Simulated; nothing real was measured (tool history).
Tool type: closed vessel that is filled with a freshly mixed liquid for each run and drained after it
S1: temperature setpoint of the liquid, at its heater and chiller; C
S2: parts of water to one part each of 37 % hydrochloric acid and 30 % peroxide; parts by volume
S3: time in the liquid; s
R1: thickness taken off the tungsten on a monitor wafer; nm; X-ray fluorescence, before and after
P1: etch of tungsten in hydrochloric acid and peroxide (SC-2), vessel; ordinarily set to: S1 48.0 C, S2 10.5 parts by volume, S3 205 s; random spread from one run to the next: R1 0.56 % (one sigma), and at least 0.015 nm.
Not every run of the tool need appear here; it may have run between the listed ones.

run 1 hour=14.7 | S1=48.0 S2=10.5 S3=205 | R1=28.653
run 2 hour=26.6 | S1=48.0 S2=4.0 S3=205 | R1=59.229
run 3 hour=40.7 | S1=48.0 S2=10.5 S3=205 | R1=28.597
run 4 hour=54.0 | S1=38.5 S2=10.5 S3=205 | R1=14.895
run 5 hour=63.4 | S1=48.0 S2=10.5 S3=385 | R1=53.856
run 6 hour=79.6 | S1=48.0 S2=10.5 S3=205 | R1=28.787
run 7 hour=92.1 | S1=48.0 S2=10.5 S3=80 | R1=11.202
run 8 hour=108.7 | S1=48.0 S2=10.5 S3=205 | R1=28.745
run 9 hour=124.7 | S1=48.0 S2=10.5 S3=205 | R1=28.673
run 10 hour=136.8 | S1=35.0 S2=10.5 S3=365 | R1=20.149
run 11 hour=145.1 | S1=48.0 S2=10.5 S3=205 | R1=28.594
run 12 hour=156.9 | S1=60.5 S2=10.5 S3=205 | R1=63.947
run 13 hour=169.2 | S1=48.0 S2=10.5 S3=205 | R1=28.613
run 14 hour=184.3 | S1=58.0 S2=18.0 S3=205 | R1=34.375
run 15 hour=199.4 | S1=48.0 S2=18.5 S3=205 | R1=17.598
run 16 hour=209.1 | S1=48.0 S2=10.5 S3=205 | R1=28.556
run 17 hour=224.6 | S1=48.0 S2=10.5 S3=205 | R1=27.569
run 18 hour=242.3 | S1=48.0 S2=10.5 S3=205 | R1=26.793
run 19 hour=253.8 | S1=48.0 S2=10.5 S3=205 | R1=26.387
-- hour=257.0 new drum of peroxide connected
run 20 hour=262.0 | S1=48.0 S2=10.5 S3=205 | R1=26.439
run 21 hour=271.6 | S1=48.0 S2=10.5 S3=205 | R1=26.243
run 22 hour=287.6 | S1=48.0 S2=10.5 S3=205 | R1=26.018

Run 23 comes next. What will it give?
run 23 hour=297.5 | S1=48.0 S2=10.5 S3=205 | R1=?

R1: 25.983 nm

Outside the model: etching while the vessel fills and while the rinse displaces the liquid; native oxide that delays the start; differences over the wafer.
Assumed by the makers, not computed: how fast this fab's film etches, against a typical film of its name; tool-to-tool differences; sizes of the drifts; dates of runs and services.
